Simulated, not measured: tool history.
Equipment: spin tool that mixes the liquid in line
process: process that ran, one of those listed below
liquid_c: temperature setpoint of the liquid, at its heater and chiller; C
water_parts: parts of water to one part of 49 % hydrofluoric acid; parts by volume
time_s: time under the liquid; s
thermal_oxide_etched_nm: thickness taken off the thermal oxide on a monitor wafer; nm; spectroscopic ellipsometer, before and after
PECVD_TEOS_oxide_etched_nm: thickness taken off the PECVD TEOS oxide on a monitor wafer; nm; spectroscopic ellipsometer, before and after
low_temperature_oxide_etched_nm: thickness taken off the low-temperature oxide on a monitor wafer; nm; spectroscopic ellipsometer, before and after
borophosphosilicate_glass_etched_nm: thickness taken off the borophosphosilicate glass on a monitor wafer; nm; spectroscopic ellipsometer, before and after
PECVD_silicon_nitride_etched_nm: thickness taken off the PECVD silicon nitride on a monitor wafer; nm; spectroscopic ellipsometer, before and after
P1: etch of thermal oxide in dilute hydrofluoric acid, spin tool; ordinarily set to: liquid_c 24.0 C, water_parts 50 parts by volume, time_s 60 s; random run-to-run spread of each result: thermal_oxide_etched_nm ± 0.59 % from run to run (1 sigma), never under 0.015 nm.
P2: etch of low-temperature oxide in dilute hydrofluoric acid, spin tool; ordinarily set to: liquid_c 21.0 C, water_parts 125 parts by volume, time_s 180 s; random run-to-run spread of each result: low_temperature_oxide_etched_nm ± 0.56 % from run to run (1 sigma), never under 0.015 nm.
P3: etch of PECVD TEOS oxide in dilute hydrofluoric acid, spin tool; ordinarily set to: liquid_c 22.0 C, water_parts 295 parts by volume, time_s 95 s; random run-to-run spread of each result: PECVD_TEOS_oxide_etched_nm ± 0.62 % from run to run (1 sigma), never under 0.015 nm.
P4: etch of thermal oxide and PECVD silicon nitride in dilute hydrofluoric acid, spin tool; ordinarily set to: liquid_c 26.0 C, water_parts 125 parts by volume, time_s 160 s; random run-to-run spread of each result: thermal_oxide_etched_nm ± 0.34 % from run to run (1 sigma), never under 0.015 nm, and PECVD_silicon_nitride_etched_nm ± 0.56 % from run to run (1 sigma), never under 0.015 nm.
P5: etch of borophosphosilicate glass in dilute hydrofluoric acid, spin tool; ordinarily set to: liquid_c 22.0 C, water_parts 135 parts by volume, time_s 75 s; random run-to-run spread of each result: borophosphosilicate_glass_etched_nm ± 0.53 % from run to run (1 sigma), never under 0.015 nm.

run,hour,process,liquid_c,water_parts,time_s,thermal_oxide_etched_nm,PECVD_TEOS_oxide_etched_nm,low_temperature_oxide_etched_nm,borophosphosilicate_glass_etched_nm,PECVD_silicon_nitride_etched_nm
1,5.2,P1,24.0,50,60,5.9312,,,,
2,14.0,P1,24.0,85,60,3.2910,,,,
3,21.3,P1,24.0,50,60,5.9252,,,,
4,25.3,P1,30.5,80,60,4.5566,,,,
5,33.9,P3,22.0,295,95,,4.9517,,,
6,41.8,P1,24.0,50,60,5.9321,,,,
7,47.5,P1,24.0,50,30,2.9414,,,,
8,51.8,P3,22.0,80,95,,22.5810,,,
9,58.7,P2,21.0,125,180,,,13.302,,
10,64.3,P5,22.0,35,75,,,,61.6220,
11,69.5,P4,26.0,125,160,6.6462,,,,4.10820
12,76.9,P2,21.0,125,365,,,27.033,,
13,81.3,P1,24.0,25,105,21.3330,,,,
14,85.4,P5,22.0,135,75,,,,14.1250,
15,93.4,P5,17.0,135,75,,,,11.5740,
16,97.6,P5,22.0,135,15,,,,2.8405,
17,104.2,P1,17.0,50,60,4.4056,,,,
18,108.2,P4,26.0,125,160,6.6739,,,,4.09530
19,116.1,P1,30.0,50,60,7.5433,,,,
20,122.5,P1,24.0,30,60,10.1060,,,,
21,128.9,P1,24.0,50,110,10.8460,,,,
22,137.8,P3,17.0,295,95,,4.0998,,,
23,141.8,P2,21.0,125,180,,,13.243,,
24,150.1,P4,26.0,125,35,1.4482,,,,0.90678
25,158.8,P1,24.0,50,60,5.9079,,,,
26,162.8,P2,25.0,125,180,,,15.566,,
27,171.3,P4,32.5,125,160,8.4383,,,,6.04270
28,179.8,P2,21.0,30,180,,,61.754,,
29,186.3,P4,26.0,200,160,3.8164,,,,2.51340
30,194.4,P5,22.0,135,75,,,,14.1590,
31,200.3,P3,22.0,295,180,,9.2990,,,
32,204.6,P1,24.0,50,60,5.8804,,,,
33,209.9,P1,24.0,50,60,5.6711,,,,
34,213.9,P1,24.0,50,60,5.6114,,,,
35,220.1,P1,24.0,50,60,5.5264,,,,
36,224.2,P1,24.0,50,60,5.5209,,,,
37,229.0,P1,24.0,50,60,5.3299,,,,
38,233.5,P1,24.0,50,60,5.3536,,,,
39,242.1,P1,24.0,50,60,5.3800,,,,
40,247.8,P1,24.0,50,60,5.2951,,,,
41,254.4,P1,24.0,50,60,5.3128,,,,
42,259.0,P1,24.0,50,60,5.2842,,,,

P1 has crept away from where it was. The log is fitted equally well by each of these 2 causes, at the sizes shown:
A: hydrofluoric acid flow below the setpoint (%) = 8.78
B: liquid colder than its thermometer reads (K) = 2.37
Creep in the process output first set in at about hour 204.6.

Each of the 4 check runs below uses one wafer; its results are left as question marks. Which run tells the causes apart?
check 1,263.6,P3,17.0,100,95,,?,,,
check 2,263.6,P5,17.0,45,75,,,,?,
check 3,263.6,P2,21.0,35,300,,,?,,
check 4,263.6,P4,26.0,165,160,?,,,,?

Outcome of each check run for each possible cause:
check,result,if A,if B
check 1,PECVD_TEOS_oxide_etched_nm,13.0380,13.0490
check 2,borophosphosilicate_glass_etched_nm,34.5660,34.3020
check 3,low_temperature_oxide_etched_nm,79.986,79.525
check 4,thermal_oxide_etched_nm,4.3129,4.4063
check 4,PECVD_silicon_nitride_etched_nm,2.82140,2.65950
Per-check spread between the two closest causes, in the result where they differ most: check 1 0.08 %; check 2 0.76 %; check 3 0.58 %; check 4 5.91 %
Of the check runs offered, only check 4 discriminates between the causes; the rest would read about the same regardless of which cause applies.

The results of check 4 are: thermal_oxide_etched_nm 4.4047 nm; PECVD_silicon_nitride_etched_nm 2.64530 nm. Based on these, which of the listed causes is it?

Of the candidate causes, it is B: liquid colder than its thermometer reads (K).
